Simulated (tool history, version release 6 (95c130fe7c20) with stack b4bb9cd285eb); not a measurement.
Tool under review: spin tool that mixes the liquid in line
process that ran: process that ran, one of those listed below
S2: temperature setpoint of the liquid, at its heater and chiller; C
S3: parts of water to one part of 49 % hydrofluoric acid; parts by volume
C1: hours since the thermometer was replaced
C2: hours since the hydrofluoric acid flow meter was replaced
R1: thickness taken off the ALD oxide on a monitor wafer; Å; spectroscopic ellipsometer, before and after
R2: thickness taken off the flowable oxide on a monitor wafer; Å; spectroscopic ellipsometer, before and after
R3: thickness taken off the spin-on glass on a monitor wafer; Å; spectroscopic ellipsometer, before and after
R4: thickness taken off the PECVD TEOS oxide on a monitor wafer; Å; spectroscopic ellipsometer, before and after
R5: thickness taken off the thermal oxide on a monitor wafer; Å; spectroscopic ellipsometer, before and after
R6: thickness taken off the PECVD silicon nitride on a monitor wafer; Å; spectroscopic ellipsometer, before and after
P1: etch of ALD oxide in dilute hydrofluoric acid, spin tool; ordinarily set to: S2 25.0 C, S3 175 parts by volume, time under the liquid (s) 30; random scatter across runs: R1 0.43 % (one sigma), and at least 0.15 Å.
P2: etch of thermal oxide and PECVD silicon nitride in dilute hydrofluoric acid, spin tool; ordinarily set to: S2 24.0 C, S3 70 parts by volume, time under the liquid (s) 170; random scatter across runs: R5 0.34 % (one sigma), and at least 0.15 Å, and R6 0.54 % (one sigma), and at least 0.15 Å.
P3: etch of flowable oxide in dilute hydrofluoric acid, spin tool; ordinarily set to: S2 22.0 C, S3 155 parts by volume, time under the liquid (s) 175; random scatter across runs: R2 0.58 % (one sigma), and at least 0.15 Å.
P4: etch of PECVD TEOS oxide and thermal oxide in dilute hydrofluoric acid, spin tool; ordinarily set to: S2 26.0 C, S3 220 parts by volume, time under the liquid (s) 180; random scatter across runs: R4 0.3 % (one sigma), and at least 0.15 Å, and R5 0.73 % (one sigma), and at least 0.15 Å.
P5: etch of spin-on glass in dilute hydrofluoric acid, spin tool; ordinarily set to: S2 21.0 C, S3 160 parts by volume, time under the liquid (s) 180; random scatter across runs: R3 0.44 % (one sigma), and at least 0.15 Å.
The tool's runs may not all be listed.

Run 1, day 0.483: process that ran P1, S2 25.0 C, S3 175 parts by volume, time under the liquid (s) 30; C1 605.3; C2 1887.4. Result: R1 53.148 Å.
Run 2, day 0.921: process that ran P3, S2 27.0 C, S3 155 parts by volume, time under the liquid (s) 175; C1 615.8; C2 1897.9. Result: R2 440.52 Å.
Run 3, day 1.408: process that ran P5, S2 29.5 C, S3 160 parts by volume, time under the liquid (s) 180; C1 627.5; C2 1909.6. Result: R3 581.29 Å.
Run 4, day 1.704: process that ran P1, S2 25.0 C, S3 305 parts by volume, time under the liquid (s) 55; C1 634.6; C2 1916.7. Result: R1 48.660 Å.
Run 5, day 2.079: process that ran P1, S2 25.0 C, S3 175 parts by volume, time under the liquid (s) 30; C1 643.6; C2 1925.7. Result: R1 53.439 Å.
Run 6, day 2.612: process that ran P1, S2 25.0 C, S3 175 parts by volume, time under the liquid (s) 30; C1 656.4; C2 1938.5. Result: R1 52.983 Å.
Run 7, day 3.088: process that ran P1, S2 32.0 C, S3 315 parts by volume, time under the liquid (s) 30; C1 667.8; C2 1949.9. Result: R1 31.608 Å.
Run 8, day 3.517: process that ran P1, S2 25.0 C, S3 175 parts by volume, time under the liquid (s) 15; C1 678.1; C2 1960.2. Result: R1 26.671 Å.
Run 9, day 3.792: process that ran P4, S2 26.0 C, S3 220 parts by volume, time under the liquid (s) 15; C1 684.7; C2 1966.8. Result: R4 14.729 Å, R5 3.1848 Å.
Run 10, day 4.104: process that ran P5, S2 21.0 C, S3 160 parts by volume, time under the liquid (s) 325; C1 692.2; C2 1974.3. Result: R3 762.13 Å.
Run 11, day 4.567: process that ran P4, S2 26.0 C, S3 220 parts by volume, time under the liquid (s) 180; C1 703.3; C2 1985.4. Result: R4 174.580 Å, R5 38.8560 Å.
Run 12, day 4.979: process that ran P3, S2 22.0 C, S3 245 parts by volume, time under the liquid (s) 175; C1 713.2; C2 1995.3. Result: R2 206.86 Å.
Run 13, day 5.546: process that ran P1, S2 25.0 C, S3 45 parts by volume, time under the liquid (s) 30; C1 726.8; C2 2008.9. Result: R1 243.510 Å.
Run 14, day 5.867: process that ran P1, S2 25.0 C, S3 310 parts by volume, time under the liquid (s) 30; C1 734.5; C2 2016.6. Result: R1 25.981 Å.
Run 15, day 6.312: process that ran P2, S2 20.0 C, S3 70 parts by volume, time under the liquid (s) 170; C1 745.2; C2 2027.3. Result: R5 102.8000 Å, R6 76.3550 Å.
Run 16, day 6.617: process that ran P2, S2 24.0 C, S3 100 parts by volume, time under the liquid (s) 170; C1 752.5; C2 2034.6. Result: R5 81.0200 Å, R6 70.4290 Å.
Run 17, day 7.079: process that ran P1, S2 25.0 C, S3 175 parts by volume, time under the liquid (s) 55; C1 763.6; C2 2045.7. Result: R1 98.369 Å.
At day 7.367: hydrofluoric acid flow meter replaced.
Run 18, day 7.479: process that ran P2, S2 24.0 C, S3 70 parts by volume, time under the liquid (s) 170; C1 773.2; C2 2.8. Result: R5 120.8200 Å, R6 99.9380 Å.
Run 19, day 7.921: process that ran P4, S2 26.0 C, S3 95 parts by volume, time under the liquid (s) 180; C1 783.8; C2 13.4. Result: R4 466.870 Å, R5 103.0500 Å.
Run 20, day 8.212: process that ran P2, S2 24.0 C, S3 70 parts by volume, time under the liquid (s) 170; C1 790.8; C2 20.4. Result: R5 121.1400 Å, R6 99.2760 Å.
Run 21, day 8.696: process that ran P1, S2 25.0 C, S3 175 parts by volume, time under the liquid (s) 30; C1 802.4; C2 32.0. Result: R1 54.113 Å.
Run 22, day 9.054: process that ran P1, S2 25.0 C, S3 175 parts by volume, time under the liquid (s) 30; C1 811.0; C2 40.6. Result: R1 53.785 Å.
Run 23, day 9.321: process that ran P5, S2 21.0 C, S3 35 parts by volume, time under the liquid (s) 180; C1 817.4; C2 47.0. Result: R3 2225.40 Å.
Run 24, day 9.662: process that ran P3, S2 22.0 C, S3 155 parts by volume, time under the liquid (s) 175; C1 825.6; C2 55.2. Result: R2 366.48 Å.
Run 25, day 10.096: process that ran P1, S2 25.0 C, S3 175 parts by volume, time under the liquid (s) 30; C1 836.0; C2 65.6. Result: R1 53.678 Å.
Run 26, day 10.662: process that ran P1, S2 17.0 C, S3 175 parts by volume, time under the liquid (s) 30; C1 849.6; C2 79.2. Result: R1 39.068 Å.
Run 27, day 11.150: process that ran P5, S2 21.0 C, S3 160 parts by volume, time under the liquid (s) 180; C1 861.3; C2 90.9. Result: R3 418.52 Å.
Run 28, day 11.721: process that ran P3, S2 22.0 C, S3 155 parts by volume, time under the liquid (s) 55; C1 875.0; C2 104.6. Result: R2 114.43 Å.
Run 29, day 12.167: process that ran P4, S2 18.0 C, S3 220 parts by volume, time under the liquid (s) 180; C1 885.7; C2 115.3. Result: R4 128.380 Å, R5 28.6290 Å.
Run 30, day 12.479: process that ran P1, S2 33.5 C, S3 175 parts by volume, time under the liquid (s) 30; C1 893.2; C2 122.8. Result: R1 72.091 Å.
Run 31, day 12.954: process that ran P2, S2 24.0 C, S3 70 parts by volume, time under the liquid (s) 15; C1 904.6; C2 134.2. Result: R5 10.7540 Å, R6 8.9967 Å.
Run 32, day 13.271: process that ran P4, S2 26.0 C, S3 220 parts by volume, time under the liquid (s) 180; C1 912.2; C2 141.8. Result: R4 174.590 Å, R5 38.2290 Å.
Run 33, day 13.550: process that ran P1, S2 25.0 C, S3 175 parts by volume, time under the liquid (s) 30; C1 918.9; C2 148.5. Result: R1 53.120 Å.
Run 34, day 14.092: process that ran P1, S2 25.0 C, S3 175 parts by volume, time under the liquid (s) 30; C1 931.9; C2 161.5. Result: R1 51.912 Å.
Run 35, day 14.604: process that ran P1, S2 25.0 C, S3 175 parts by volume, time under the liquid (s) 30; C1 944.2; C2 173.8. Result: R1 51.173 Å.
Run 36, day 15.150: process that ran P1, S2 25.0 C, S3 175 parts by volume, time under the liquid (s) 30; C1 957.3; C2 186.9. Result: R1 50.496 Å.
Run 37, day 15.588: process that ran P1, S2 25.0 C, S3 175 parts by volume, time under the liquid (s) 30; C1 967.8; C2 197.4. Result: R1 49.703 Å.
Run 38, day 16.129: process that ran P1, S2 25.0 C, S3 175 parts by volume, time under the liquid (s) 30; C1 980.8; C2 210.4. Result: R1 49.956 Å.
Run 39, day 16.450: process that ran P1, S2 25.0 C, S3 175 parts by volume, time under the liquid (s) 30; C1 988.5; C2 218.1. Result: R1 49.657 Å.
Run 40, day 16.938: process that ran P1, S2 25.0 C, S3 175 parts by volume, time under the liquid (s) 30; C1 1000.2; C2 229.8. Result: R1 50.020 Å.
Run 41, day 17.517: process that ran P1, S2 25.0 C, S3 175 parts by volume, time under the liquid (s) 30; C1 1014.1; C2 243.7. Result: R1 48.885 Å.
Run 42, day 17.979: process that ran P1, S2 25.0 C, S3 175 parts by volume, time under the liquid (s) 30; C1 1025.2; C2 254.8. Result: R1 49.512 Å.
Run 43, day 18.550: process that ran P1, S2 25.0 C, S3 175 parts by volume, time under the liquid (s) 30; C1 1038.9; C2 268.5. Result: R1 49.508 Å.
Run 44, day 18.992: process that ran P1, S2 25.0 C, S3 175 parts by volume, time under the liquid (s) 30; C1 1049.5; C2 279.1. Result: R1 49.465 Å.

P1 no longer gives what it gave before; its output has crept away from where it was. The following 2 causes, each at its listed size, fit the log equally well:
A: liquid colder than its thermometer reads (K) = 2.12
B: hydrofluoric acid flow below the setpoint (%) = 6.39
The gradual shift began around day 13.550.

The list below offers 4 check runs, each averaging the results of 5 wafers, and shows each result as a question mark. For which of them would the listed causes give clearly different results?
Run check 1, day 19.433: process that ran P4, S2 21.0 C, S3 220 parts by volume, time under the liquid (s) 25. Result: R4 ?, R5 ?.
Run check 2, day 19.433: process that ran P5, S2 27.5 C, S3 160 parts by volume, time under the liquid (s) 180. Result: R3 ?.
Run check 3, day 19.433: process that ran P3, S2 25.5 C, S3 230 parts by volume, time under the liquid (s) 175. Result: R2 ?.
Run check 4, day 19.433: process that ran P2, S2 24.0 C, S3 70 parts by volume, time under the liquid (s) 15. Result: R5 ?, R6 ?.

Outcome of each check run for each possible cause:
  check  result    if A    if B
check 1      R4  18.540  18.546
check 1      R5  4.1047  4.1058
check 2      R3  498.07  497.67
check 3      R2  238.69  237.19
check 4      R5  9.8018  9.9447
check 4      R6  7.6285  8.2455
Separation of the two closest causes in each check, using whichever result separates them best: check 1 0.03 %; check 2 0.08 %; check 3 0.63 %; check 4 7.78 %
The causes can be told apart only by check 4. The other checks would give nearly the same results under each of them.

Check 4 was carried out, with these results: R5 9.7207 Å; R6 7.5526 Å. Which of the listed causes is responsible?

It is A: liquid colder than its thermometer reads (K).
